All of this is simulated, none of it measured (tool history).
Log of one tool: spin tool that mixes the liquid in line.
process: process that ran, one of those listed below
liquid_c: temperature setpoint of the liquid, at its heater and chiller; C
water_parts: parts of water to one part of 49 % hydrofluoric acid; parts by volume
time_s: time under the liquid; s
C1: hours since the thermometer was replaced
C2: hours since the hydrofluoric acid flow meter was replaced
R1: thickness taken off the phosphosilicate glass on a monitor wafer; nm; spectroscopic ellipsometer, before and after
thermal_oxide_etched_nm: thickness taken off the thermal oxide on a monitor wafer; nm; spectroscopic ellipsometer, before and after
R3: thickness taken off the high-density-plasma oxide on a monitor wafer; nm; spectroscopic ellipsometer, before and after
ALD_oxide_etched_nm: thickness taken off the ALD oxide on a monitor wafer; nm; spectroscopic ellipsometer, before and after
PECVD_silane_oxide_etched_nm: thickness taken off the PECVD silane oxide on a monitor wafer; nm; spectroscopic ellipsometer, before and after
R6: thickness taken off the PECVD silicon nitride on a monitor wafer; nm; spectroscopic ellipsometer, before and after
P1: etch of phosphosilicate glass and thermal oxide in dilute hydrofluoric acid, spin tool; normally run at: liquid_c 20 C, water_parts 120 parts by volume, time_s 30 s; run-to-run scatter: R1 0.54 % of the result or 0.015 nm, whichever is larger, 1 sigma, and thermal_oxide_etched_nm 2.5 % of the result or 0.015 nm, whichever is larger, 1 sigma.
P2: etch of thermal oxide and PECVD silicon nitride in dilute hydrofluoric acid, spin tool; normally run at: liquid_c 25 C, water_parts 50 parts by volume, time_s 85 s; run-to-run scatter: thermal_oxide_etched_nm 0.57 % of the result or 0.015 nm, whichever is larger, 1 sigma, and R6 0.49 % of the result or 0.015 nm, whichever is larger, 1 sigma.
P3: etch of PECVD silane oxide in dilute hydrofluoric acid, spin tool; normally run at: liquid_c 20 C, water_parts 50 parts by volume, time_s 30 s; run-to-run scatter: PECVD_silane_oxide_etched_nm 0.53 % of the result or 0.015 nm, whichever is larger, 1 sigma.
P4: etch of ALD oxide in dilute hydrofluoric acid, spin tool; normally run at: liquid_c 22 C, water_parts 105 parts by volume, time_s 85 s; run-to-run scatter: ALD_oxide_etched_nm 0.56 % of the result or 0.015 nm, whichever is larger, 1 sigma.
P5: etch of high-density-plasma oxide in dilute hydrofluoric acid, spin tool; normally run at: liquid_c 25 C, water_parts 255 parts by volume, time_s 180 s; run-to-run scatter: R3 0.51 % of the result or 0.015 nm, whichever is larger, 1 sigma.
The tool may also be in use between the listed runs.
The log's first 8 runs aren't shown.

run 9 hour=57 | process=P1 liquid_c=20 water_parts=120 time_s=30 | C1=24.9 C2=404.2 | R1=26.192 thermal_oxide_etched_nm=0.97097
run 10 hour=64.4 | process=P1 liquid_c=20 water_parts=120 time_s=30 | C1=32.3 C2=411.6 | R1=26.293 thermal_oxide_etched_nm=0.99525
run 11 hour=71.2 | process=P3 liquid_c=20 water_parts=20 time_s=30 | C1=39.1 C2=418.4 | PECVD_silane_oxide_etched_nm=48.614
run 12 hour=79.3 | process=P4 liquid_c=22 water_parts=105 time_s=130 | C1=47.2 C2=426.5 | ALD_oxide_etched_nm=28.183
run 13 hour=83.8 | process=P4 liquid_c=17 water_parts=105 time_s=85 | C1=51.7 C2=431 | ALD_oxide_etched_nm=15.108
run 14 hour=88.1 | process=P2 liquid_c=25 water_parts=50 time_s=35 | C1=56 C2=435.3 | thermal_oxide_etched_nm=3.7426 R6=2.3783
run 15 hour=92.9 | process=P1 liquid_c=20 water_parts=120 time_s=30 | C1=60.8 C2=440.1 | R1=26.019 thermal_oxide_etched_nm=1.0842
run 16 hour=97.8 | process=P2 liquid_c=25 water_parts=50 time_s=85 | C1=65.7 C2=445 | thermal_oxide_etched_nm=9.2312 R6=5.6602
run 17 hour=103.5 | process=P5 liquid_c=25 water_parts=255 time_s=15 | C1=71.4 C2=450.7 | R3=0.33359
run 18 hour=110.9 | process=P1 liquid_c=17 water_parts=120 time_s=30 | C1=78.8 C2=458.1 | R1=23.028 thermal_oxide_etched_nm=0.87727
run 19 hour=115.9 | process=P2 liquid_c=31 water_parts=50 time_s=85 | C1=83.8 C2=463.1 | thermal_oxide_etched_nm=11.8 R6=8.4658
run 20 hour=120 | process=P3 liquid_c=20 water_parts=50 time_s=30 | C1=87.9 C2=467.2 | PECVD_silane_oxide_etched_nm=18.998
run 21 hour=127.8 | process=P1 liquid_c=28.5 water_parts=120 time_s=30 | C1=95.7 C2=475 | R1=36.472 thermal_oxide_etched_nm=1.3907
run 22 hour=134.4 | process=P1 liquid_c=20 water_parts=120 time_s=15 | C1=102.3 C2=481.6 | R1=13.084 thermal_oxide_etched_nm=0.54668
run 23 hour=140.6 | process=P1 liquid_c=20 water_parts=120 time_s=30 | C1=108.5 C2=487.8 | R1=26.351 thermal_oxide_etched_nm=1.0597
run 24 hour=148.8 | process=P1 liquid_c=20 water_parts=45 time_s=30 | C1=116.7 C2=496 | R1=76.692 thermal_oxide_etched_nm=2.9333
run 25 hour=154.1 | process=P2 liquid_c=25 water_parts=90 time_s=85 | C1=122 C2=501.3 | thermal_oxide_etched_nm=4.7943 R6=3.1626
run 26 hour=162.1 | process=P1 liquid_c=20 water_parts=220 time_s=30 | C1=130 C2=509.3 | R1=13.019 thermal_oxide_etched_nm=0.49054
run 27 hour=170.2 | process=P5 liquid_c=25 water_parts=135 time_s=180 | C1=138.1 C2=517.4 | R3=9.0955
run 28 hour=177.5 | process=P1 liquid_c=17 water_parts=120 time_s=60 | C1=145.4 C2=524.7 | R1=46.229 thermal_oxide_etched_nm=1.7962
run 29 hour=181.7 | process=P4 liquid_c=22 water_parts=140 time_s=85 | C1=149.6 C2=528.9 | ALD_oxide_etched_nm=13.3

Forecast run 30:
run 30 hour=189.4 | process=P3 liquid_c=20 water_parts=50 time_s=55 | C1=157.3 C2=536.6 | PECVD_silane_oxide_etched_nm=?

{"run 30": {"PECVD_silane_oxide_etched_nm": 34.413}}

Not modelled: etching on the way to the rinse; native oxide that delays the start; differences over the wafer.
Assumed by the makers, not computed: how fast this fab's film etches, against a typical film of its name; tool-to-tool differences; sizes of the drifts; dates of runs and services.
